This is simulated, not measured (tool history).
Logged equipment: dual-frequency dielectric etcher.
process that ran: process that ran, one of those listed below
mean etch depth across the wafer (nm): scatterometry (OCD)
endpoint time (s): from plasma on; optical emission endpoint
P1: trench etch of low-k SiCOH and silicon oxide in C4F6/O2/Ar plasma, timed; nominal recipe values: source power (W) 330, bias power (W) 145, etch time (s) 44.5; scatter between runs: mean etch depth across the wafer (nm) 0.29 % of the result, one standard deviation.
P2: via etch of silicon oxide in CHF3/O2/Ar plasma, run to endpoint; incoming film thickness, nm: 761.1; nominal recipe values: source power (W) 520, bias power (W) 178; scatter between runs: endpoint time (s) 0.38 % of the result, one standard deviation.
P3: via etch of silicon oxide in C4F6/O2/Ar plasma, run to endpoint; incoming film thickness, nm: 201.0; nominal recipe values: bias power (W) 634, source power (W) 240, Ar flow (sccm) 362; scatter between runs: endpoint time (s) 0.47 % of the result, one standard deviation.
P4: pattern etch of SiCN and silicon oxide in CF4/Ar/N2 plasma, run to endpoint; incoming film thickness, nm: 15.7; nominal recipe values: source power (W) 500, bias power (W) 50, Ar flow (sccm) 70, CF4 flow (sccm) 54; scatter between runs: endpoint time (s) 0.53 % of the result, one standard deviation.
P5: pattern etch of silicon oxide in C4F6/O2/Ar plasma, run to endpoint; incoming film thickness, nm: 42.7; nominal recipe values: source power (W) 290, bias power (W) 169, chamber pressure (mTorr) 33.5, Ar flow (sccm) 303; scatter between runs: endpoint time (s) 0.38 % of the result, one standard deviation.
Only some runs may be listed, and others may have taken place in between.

run	day	process that ran	source power (W)	bias power (W)	etch time (s)	Ar flow (sccm)	CF4 flow (sccm)	chamber pressure (mTorr)	hours since the last wet clean	hours since the last source power generator calibration	hours since the last bias power generator calibration	mean etch depth across the wafer (nm)	endpoint time (s)
1	0.192	P1	330	145	44.5				306.5	1929.3	1493.1	124.88	
2	0.462	P4	500	34		70	54		313.0	1935.8	1499.6		20.511
3	0.788	P1	330	145	62.0				320.8	1943.6	1507.4	173.12	
4	1.067	P1	330	145	44.5				327.5	1950.3	1514.1	123.84	
5	1.246	P2	670	178					331.8	1954.6	1518.4		379.940
6	1.450	P3	340	634		362			336.7	1959.5	1523.3		43.517
7	1.662	P5	390	169		303		33.5	341.8	1964.6	1528.4		14.244
8	2.000	P5	290	169		303		42.0	349.9	1972.7	1536.5		16.499
9	2.204	P1	420	145	44.5				354.8	1977.6	1541.4	137.60	
10	2.446	P1	330	145	44.5				360.6	1983.4	1547.2	124.07	
11	2.771	P4	400	50		70	54		368.4	1991.2	1555.0		22.301
12	2.967	P4	500	50		55	54		373.1	1995.9	1559.7		17.619
13	3.254	P4	500	50		70	54		380.0	2002.8	1566.6		18.214
14	3.496	P5	290	218		303		33.5	385.8	2008.6	1572.4		14.724
15	3.679	P2	520	243					390.2	2013.0	1576.8		376.900
16	3.888	P1	330	171	44.5				395.2	2018.0	1581.8	131.33	
17	4.046	P2	520	178					399.0	2021.8	1585.6		417.180
18	4.296	P4	500	50		70	54		405.0	2027.8	1591.6		18.420
19	4.492	P4	500	50		70	69		409.7	2032.5	1596.3		17.720
20	4.767	P1	330	145	44.5				416.3	2039.1	1602.9	123.88	

Estimate the outcome of run 21 from the log above:
21	4.921	P5	290	169		391		33.5	420.0	2042.8	1606.6		?

Run 21 measured endpoint time (s) 16.549.
